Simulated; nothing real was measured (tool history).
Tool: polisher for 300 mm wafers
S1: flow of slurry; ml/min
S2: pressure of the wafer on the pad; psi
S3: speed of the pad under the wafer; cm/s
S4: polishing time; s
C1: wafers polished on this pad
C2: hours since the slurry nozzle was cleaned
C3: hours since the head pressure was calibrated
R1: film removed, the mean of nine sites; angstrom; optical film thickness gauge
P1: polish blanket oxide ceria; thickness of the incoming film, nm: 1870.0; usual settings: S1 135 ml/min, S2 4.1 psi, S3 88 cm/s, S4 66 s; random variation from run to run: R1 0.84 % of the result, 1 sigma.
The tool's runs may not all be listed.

run 1 day=0.388 | S1=135 S2=4.1 S3=88 S4=66 | C1=394 C2=110.1 C3=423.9 | R1=3766.0
run 2 day=0.858 | S1=135 S2=4.1 S3=128 S4=66 | C1=469 C2=121.4 C3=435.2 | R1=5457.4
run 3 day=1.421 | S1=135 S2=4.1 S3=88 S4=104 | C1=557 C2=134.9 C3=448.7 | R1=5961.2
run 4 day=2.033 | S1=135 S2=4.1 S3=88 S4=33 | C1=654 C2=149.6 C3=463.4 | R1=1927.7
run 5 day=2.454 | S1=135 S2=4.1 S3=88 S4=66 | C1=720 C2=159.7 C3=473.5 | R1=3700.7
run 6 day=2.783 | S1=135 S2=4.1 S3=88 S4=66 | C1=772 C2=167.6 C3=481.4 | R1=3778.8
run 7 day=3.142 | S1=190 S2=4.1 S3=42 S4=66 | C1=828 C2=176.2 C3=490.0 | R1=1917.2
run 8 day=3.867 | S1=135 S2=5.8 S3=66 S4=66 | C1=943 C2=193.6 C3=507.4 | R1=4062.3
run 9 day=4.475 | S1=135 S2=4.1 S3=88 S4=66 | C1=1039 C2=208.2 C3=522.0 | R1=3832.6
run 10 day=4.842 | S1=80 S2=4.1 S3=88 S4=66 | C1=1096 C2=217.0 C3=530.8 | R1=3283.3
run 11 day=5.267 | S1=195 S2=4.1 S3=88 S4=66 | C1=1163 C2=227.2 C3=541.0 | R1=3987.1
run 12 day=5.646 | S1=135 S2=5.7 S3=88 S4=31 | C1=1223 C2=236.3 C3=550.1 | R1=2488.7
run 13 day=6.004 | S1=135 S2=4.1 S3=88 S4=66 | C1=1280 C2=244.9 C3=558.7 | R1=3755.9
run 14 day=6.642 | S1=135 S2=4.1 S3=88 S4=66 | C1=1380 C2=260.2 C3=574.0 | R1=3767.7
run 15 day=7.100 | S1=135 S2=6.4 S3=88 S4=66 | C1=1452 C2=271.2 C3=585.0 | R1=5957.9
run 16 day=7.717 | S1=135 S2=4.1 S3=88 S4=66 | C1=1550 C2=286.0 C3=599.8 | R1=3816.5
run 17 day=8.438 | S1=135 S2=4.1 S3=46 S4=66 | C1=1663 C2=303.3 C3=617.1 | R1=1991.2
run 18 day=9.146 | S1=135 S2=2.8 S3=88 S4=66 | C1=1775 C2=320.3 C3=634.1 | R1=2570.6
run 19 day=9.821 | S1=135 S2=4.1 S3=88 S4=66 | C1=1881 C2=336.5 C3=650.3 | R1=3810.8
run 20 day=10.408 | S1=135 S2=4.1 S3=88 S4=66 | C1=1974 C2=350.6 C3=664.4 | R1=3703.9
run 21 day=10.883 | S1=135 S2=4.1 S3=88 S4=66 | C1=2049 C2=362.0 C3=675.8 | R1=3614.1
run 22 day=11.567 | S1=135 S2=4.1 S3=88 S4=66 | C1=2157 C2=378.4 C3=692.2 | R1=3530.5
-- day=11.679 head pressure recalibrated
run 23 day=12.254 | S1=135 S2=4.1 S3=88 S4=66 | C1=2265 C2=394.9 C3=13.9 | R1=3504.1
run 24 day=12.604 | S1=135 S2=4.1 S3=88 S4=66 | C1=2320 C2=403.3 C3=22.3 | R1=3464.9
run 25 day=13.092 | S1=135 S2=4.1 S3=88 S4=66 | C1=2397 C2=415.0 C3=34.0 | R1=3396.8
run 26 day=13.438 | S1=135 S2=4.1 S3=88 S4=66 | C1=2451 C2=423.3 C3=42.3 | R1=3418.5
run 27 day=14.142 | S1=135 S2=4.1 S3=88 S4=66 | C1=2562 C2=440.2 C3=59.2 | R1=3465.4
run 28 day=14.671 | S1=135 S2=4.1 S3=88 S4=66 | C1=2646 C2=452.9 C3=71.9 | R1=3423.3

What P1 gives has crept away from where it was. These 2 causes fit the log equally well, each at the size given:
A: slurry flow missing at the pad, % = 34.3
B: removal rate lost through wear of the pad, % = 9.29
The creep began at about day 9.821.
Why every other cause is out:
head's pressure below its setpoint, %: serviced at day 11.679, which brought nothing back

4 check runs are offered, each on 2 wafers whose results are averaged, their results left as question marks. Which one tells the causes apart?
run check 1 day=15.200 | S1=80 S2=4.1 S3=88 S4=66 | R1=?
run check 2 day=15.200 | S1=135 S2=5.0 S3=88 S4=66 | R1=?
run check 3 day=15.200 | S1=135 S2=4.1 S3=66 S4=66 | R1=?
run check 4 day=15.200 | S1=135 S2=6.2 S3=88 S4=53 | R1=?

What each check would give under each cause:
check=check_1 result=R1 if_A=2858.9 if_B=3021.1
check=check_2 result=R1 if_A=4185.3 if_B=4185.6
check=check_3 result=R1 if_A=2574.0 if_B=2574.1
check=check_4 result=R1 if_A=4167.6 if_B=4167.8
How far apart the two closest causes lie, in the result that separates them most: check 1 5.52 %; check 2 0.01 %; check 3 0.01 %; check 4 0.01 %
Check 1 tells the causes apart: in the others they would give nearly the same result.

Then check 1 was run and gave: R1 2876.5 angstrom. Which cause is it?

It is A: slurry flow missing at the pad, %.

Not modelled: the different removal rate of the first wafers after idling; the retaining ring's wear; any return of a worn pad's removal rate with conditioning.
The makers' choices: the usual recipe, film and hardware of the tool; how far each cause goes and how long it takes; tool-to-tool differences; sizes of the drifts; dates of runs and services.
